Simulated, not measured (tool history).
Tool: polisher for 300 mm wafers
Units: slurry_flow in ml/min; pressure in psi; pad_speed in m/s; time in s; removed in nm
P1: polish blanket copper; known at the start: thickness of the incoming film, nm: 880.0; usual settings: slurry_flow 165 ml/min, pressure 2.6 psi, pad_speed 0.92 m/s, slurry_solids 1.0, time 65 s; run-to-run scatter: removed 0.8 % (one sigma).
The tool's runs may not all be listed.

run 1 hour=4.4 | slurry_flow=165 pressure=2.6 pad_speed=0.92 slurry_solids=1.0 time=65 | removed=187.020
run 2 hour=8.2 | slurry_flow=105 pressure=2.6 pad_speed=0.92 slurry_solids=1.0 time=65 | removed=168.740
run 3 hour=13.0 | slurry_flow=165 pressure=2.6 pad_speed=0.92 slurry_solids=1.0 time=65 | removed=184.970
run 4 hour=17.6 | slurry_flow=215 pressure=2.6 pad_speed=0.92 slurry_solids=1.0 time=65 | removed=190.570
run 5 hour=22.9 | slurry_flow=165 pressure=2.6 pad_speed=0.92 slurry_solids=1.0 time=65 | removed=184.220
run 6 hour=28.9 | slurry_flow=165 pressure=2.6 pad_speed=0.92 slurry_solids=1.0 time=65 | removed=187.770
run 7 hour=31.5 | slurry_flow=165 pressure=2.6 pad_speed=0.92 slurry_solids=1.4 time=65 | removed=201.470
run 8 hour=35.0 | slurry_flow=165 pressure=2.6 pad_speed=0.92 slurry_solids=1.0 time=29 | removed=84.795
run 9 hour=40.3 | slurry_flow=165 pressure=2.6 pad_speed=0.92 slurry_solids=0.6 time=65 | removed=166.390
run 10 hour=43.1 | slurry_flow=165 pressure=1.3 pad_speed=0.92 slurry_solids=1.0 time=65 | removed=92.307
-- hour=45.8 head pressure recalibrated
run 11 hour=47.4 | slurry_flow=165 pressure=2.6 pad_speed=0.92 slurry_solids=1.0 time=65 | removed=186.040
run 12 hour=52.7 | slurry_flow=165 pressure=2.6 pad_speed=0.92 slurry_solids=1.0 time=65 | removed=187.610
run 13 hour=58.5 | slurry_flow=165 pressure=2.6 pad_speed=0.92 slurry_solids=1.0 time=94 | removed=268.250
run 14 hour=62.2 | slurry_flow=165 pressure=2.6 pad_speed=0.50 slurry_solids=1.0 time=65 | removed=101.480
run 15 hour=65.5 | slurry_flow=165 pressure=1.7 pad_speed=1.18 slurry_solids=1.0 time=65 | removed=157.800

Run 16 comes next. What will it give?
run 16 hour=68.4 | slurry_flow=165 pressure=2.6 pad_speed=1.30 slurry_solids=1.0 time=65 | removed=?

Run 16 gave removed 265.520 nm.

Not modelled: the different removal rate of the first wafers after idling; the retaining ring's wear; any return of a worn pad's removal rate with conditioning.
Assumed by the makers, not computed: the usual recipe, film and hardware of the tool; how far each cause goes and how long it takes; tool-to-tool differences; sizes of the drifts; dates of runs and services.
